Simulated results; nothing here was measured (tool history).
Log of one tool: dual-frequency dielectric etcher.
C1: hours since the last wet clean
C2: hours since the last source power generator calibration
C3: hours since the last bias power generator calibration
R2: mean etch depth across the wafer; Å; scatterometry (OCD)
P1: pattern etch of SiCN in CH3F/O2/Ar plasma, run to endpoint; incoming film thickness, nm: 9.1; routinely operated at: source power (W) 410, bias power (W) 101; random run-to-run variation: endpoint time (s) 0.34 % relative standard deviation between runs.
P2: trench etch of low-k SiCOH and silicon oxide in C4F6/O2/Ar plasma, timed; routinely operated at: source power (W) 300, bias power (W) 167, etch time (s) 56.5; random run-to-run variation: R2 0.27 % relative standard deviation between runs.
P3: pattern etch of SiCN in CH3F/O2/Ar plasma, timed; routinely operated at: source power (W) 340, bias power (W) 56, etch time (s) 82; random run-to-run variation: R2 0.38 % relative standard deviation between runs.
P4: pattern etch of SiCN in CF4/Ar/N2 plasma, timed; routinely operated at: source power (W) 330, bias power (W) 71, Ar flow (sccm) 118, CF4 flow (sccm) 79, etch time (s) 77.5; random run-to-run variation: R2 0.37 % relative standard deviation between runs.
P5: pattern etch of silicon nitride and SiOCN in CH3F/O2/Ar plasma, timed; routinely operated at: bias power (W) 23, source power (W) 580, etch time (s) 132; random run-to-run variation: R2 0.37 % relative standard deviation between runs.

Run 1, hour 9.3: process that ran P1, source power (W) 410, bias power (W) 101; C1 421.5; C2 344.2; C3 1596.6. Result: endpoint time (s) 20.7.
Run 2, hour 23.9: process that ran P2, source power (W) 300, bias power (W) 167, etch time (s) 56.5; C1 436.1; C2 358.8; C3 1611.2. Result: R2 1598.3 Å.
Run 3, hour 39.5: process that ran P2, source power (W) 300, bias power (W) 167, etch time (s) 56.5; C1 451.7; C2 374.4; C3 1626.8. Result: R2 1597.7 Å.
Run 4, hour 50.9: process that ran P1, source power (W) 490, bias power (W) 76; C1 463.1; C2 385.8; C3 1638.2. Result: endpoint time (s) 21.419.
Run 5, hour 63.7: process that ran P1, source power (W) 330, bias power (W) 101; C1 475.9; C2 398.6; C3 1651. Result: endpoint time (s) 22.52.
Run 6, hour 71.9: process that ran P1, source power (W) 530, bias power (W) 101; C1 484.1; C2 406.8; C3 1659.2. Result: endpoint time (s) 18.782.
Run 7, hour 86.4: process that ran P3, source power (W) 340, bias power (W) 75, etch time (s) 82; C1 498.6; C2 421.3; C3 1673.7. Result: R2 301.15 Å.
Run 8, hour 99: process that ran P2, source power (W) 300, bias power (W) 116, etch time (s) 56.5; C1 511.2; C2 433.9; C3 1686.3. Result: R2 1423.2 Å.
Run 9, hour 114.3: process that ran P2, source power (W) 300, bias power (W) 167, etch time (s) 69.5; C1 526.5; C2 449.2; C3 1701.6. Result: R2 1952.3 Å.
Run 10, hour 125: process that ran P5, source power (W) 580, bias power (W) 23, etch time (s) 132; C1 537.2; C2 459.9; C3 1712.3. Result: R2 202.86 Å.
Run 11, hour 137.6: process that ran P4, source power (W) 220, bias power (W) 71, etch time (s) 77.5, Ar flow (sccm) 118, CF4 flow (sccm) 79; C1 549.8; C2 472.5; C3 1724.9. Result: R2 347.39 Å.
Run 12, hour 151.1: process that ran P5, source power (W) 580, bias power (W) 29, etch time (s) 132; C1 563.3; C2 486; C3 1738.4. Result: R2 223.32 Å.
At hour 152: bias power generator calibrated.
Run 13, hour 164.8: process that ran P1, source power (W) 410, bias power (W) 122; C1 577; C2 499.7; C3 12.9. Result: endpoint time (s) 19.232.
Run 14, hour 180.8: process that ran P3, source power (W) 460, bias power (W) 56, etch time (s) 82; C1 593; C2 515.7; C3 28.9. Result: R2 303.25 Å.
Run 15, hour 192.8: process that ran P1, source power (W) 410, bias power (W) 101; C1 605; C2 527.7; C3 40.9. Result: endpoint time (s) 20.706.
Run 16, hour 209.4: process that ran P1, source power (W) 410, bias power (W) 101; C1 621.6; C2 544.3; C3 57.5. Result: endpoint time (s) 20.853.
Run 17, hour 219.6: process that ran P4, source power (W) 330, bias power (W) 71, etch time (s) 77.5, Ar flow (sccm) 157, CF4 flow (sccm) 79; C1 631.8; C2 554.5; C3 67.7. Result: R2 471.2 Å.
Run 18, hour 235.8: process that ran P4, source power (W) 330, bias power (W) 71, etch time (s) 77.5, Ar flow (sccm) 118, CF4 flow (sccm) 49; C1 648; C2 570.7; C3 83.9. Result: R2 457.72 Å.
Run 19, hour 245.6: process that ran P5, source power (W) 770, bias power (W) 23, etch time (s) 132; C1 657.8; C2 580.5; C3 93.7. Result: R2 223.66 Å.
Run 20, hour 255.4: process that ran P3, source power (W) 340, bias power (W) 56, etch time (s) 82; C1 667.6; C2 590.3; C3 103.5. Result: R2 269.37 Å.
Run 21, hour 264.8: process that ran P2, source power (W) 400, bias power (W) 167, etch time (s) 56.5; C1 677; C2 599.7; C3 112.9. Result: R2 1789.3 Å.
Run 22, hour 272.7: process that ran P5, source power (W) 580, bias power (W) 23, etch time (s) 132; C1 684.9; C2 607.6; C3 120.8. Result: R2 202.68 Å.
Run 23, hour 281.3: process that ran P1, source power (W) 410, bias power (W) 63; C1 693.5; C2 616.2; C3 129.4. Result: endpoint time (s) 24.606.
Run 24, hour 291.3: process that ran P1, source power (W) 410, bias power (W) 101; C1 703.5; C2 626.2; C3 139.4. Result: endpoint time (s) 20.768.
Run 25, hour 299.1: process that ran P4, source power (W) 330, bias power (W) 71, etch time (s) 77.5, Ar flow (sccm) 118, CF4 flow (sccm) 79; C1 711.3; C2 634; C3 147.2. Result: R2 494.89 Å.
Run 26, hour 307.5: process that ran P3, source power (W) 340, bias power (W) 56, etch time (s) 45.5; C1 719.7; C2 642.4; C3 155.6. Result: R2 149.68 Å.
Run 27, hour 321.6: process that ran P4, source power (W) 330, bias power (W) 42, etch time (s) 77.5, Ar flow (sccm) 118, CF4 flow (sccm) 79; C1 733.8; C2 656.5; C3 169.7. Result: R2 412.69 Å.
Run 28, hour 332.5: process that ran P5, source power (W) 580, bias power (W) 23, etch time (s) 72.5; C1 744.7; C2 667.4; C3 180.6. Result: R2 111.49 Å.

What does the tool deliver on the next run?
Run 29, hour 343: process that ran P4, source power (W) 330, bias power (W) 71, etch time (s) 101, Ar flow (sccm) 118, CF4 flow (sccm) 79; C1 755.2; C2 677.9; C3 191.1. Result: R2 ?.

Run 29 produced R2 645.21 Å.

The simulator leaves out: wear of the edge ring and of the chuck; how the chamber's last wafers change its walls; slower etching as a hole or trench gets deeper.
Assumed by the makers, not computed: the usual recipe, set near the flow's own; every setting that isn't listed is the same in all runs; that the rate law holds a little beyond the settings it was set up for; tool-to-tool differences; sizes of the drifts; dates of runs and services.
